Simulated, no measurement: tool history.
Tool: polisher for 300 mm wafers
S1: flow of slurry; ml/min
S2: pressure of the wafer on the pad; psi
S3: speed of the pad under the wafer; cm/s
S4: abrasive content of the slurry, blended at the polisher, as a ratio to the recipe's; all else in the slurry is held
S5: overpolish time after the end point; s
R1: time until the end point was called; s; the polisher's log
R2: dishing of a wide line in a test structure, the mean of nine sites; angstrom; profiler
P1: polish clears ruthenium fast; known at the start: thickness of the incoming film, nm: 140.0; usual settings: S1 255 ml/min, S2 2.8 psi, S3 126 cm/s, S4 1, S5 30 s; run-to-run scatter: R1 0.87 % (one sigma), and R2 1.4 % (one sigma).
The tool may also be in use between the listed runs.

run,day,S1,S2,S3,S4,S5,R1,R2
1,0.388,255,2.8,126,1,30,26.314,899.86
2,0.762,335,2.8,126,1,30,25.654,906.46
3,1.104,155,2.8,126,1,30,28.712,868.21
4,1.542,255,2.8,126,1,30,26.557,911.16
5,1.946,255,2.8,60,1,30,56.061,520.21
6,2.238,255,2.8,126,1,30,26.537,865.17
7,2.617,255,1.3,126,1,30,56.64,508.2
8,2.929,255,2.8,126,1,30,26.667,893.01
9,3.229,255,2.8,126,1,30,26.389,884.51
10,3.467,255,2.8,94,1.45,30,30.414,811.97
11,3.729,255,2.8,126,0.55,30,36.788,741.44
12,4.046,255,2.8,126,1.35,30,23.28,980.72
13,4.338,255,2.8,126,1,58,26.565,1265.6
14,4.625,255,2.8,178,1,30,18.836,1071.6
15,4.946,255,4.5,126,1,30,16.429,1163.8
16,5.158,255,2.8,126,1,9,26.921,350.66
17,5.579,255,2.8,126,1,30,26.351,897.15
18,6.017,255,2.8,126,1,30,28.206,886.33
19,6.442,255,2.8,126,1,30,28.298,873.45
20,6.808,255,2.8,126,1,30,28.951,869.43
# day 6.883: slurry nozzle cleaned
# day 7.121: head pressure recalibrated
21,7.192,255,2.8,126,1,30,28.963,865.67
22,7.579,255,2.8,126,1,30,29.398,826.75
23,7.892,255,2.8,126,1,30,29.378,834.03

What P1 gives has crept away from where it was. These 2 causes fit the log equally well, each at the size given:
A: removal rate lost through wear of the pad, % = 8.99
B: abrasive missing from the slurry, % = 17.9
The creep began at about day 5.579.
Why every other cause is out:
slurry flow missing at the pad, %: serviced at day 6.883, which brought nothing back
head's pressure below its setpoint, %: serviced at day 7.121, which brought nothing back

4 check runs are offered, each on 5 wafers whose results are averaged, their results left as question marks. Which one tells the causes apart?
check 1,8.204,255,1.5,62,1,30,?,?
check 2,8.204,155,1.5,126,1,30,?,?
check 3,8.204,255,4.4,126,1.2,30,?,?
check 4,8.204,255,2.8,126,0.55,43,?,?

What each check would give under each cause:
check,result,if A,if B
check 1,R1,110.5,110.53
check 1,R2,292.04,291.96
check 2,R1,58.09,58.107
check 2,R2,508.11,507.99
check 3,R1,17.132,16.985
check 3,R2,1148.1,1152.8
check 4,R1,39.96,41.144
check 4,R2,872.98,856.62
How far apart the two closest causes lie, in the result that separates them most: check 1 0.03 %; check 2 0.03 %; check 3 0.86 %; check 4 2.92 %
Check 4 tells the causes apart: in the others they would give nearly the same result.

Check 4 was then run and gave: R1 41.12 s; R2 859.16 angstrom. Which cause is it?

It is B: abrasive missing from the slurry, %.
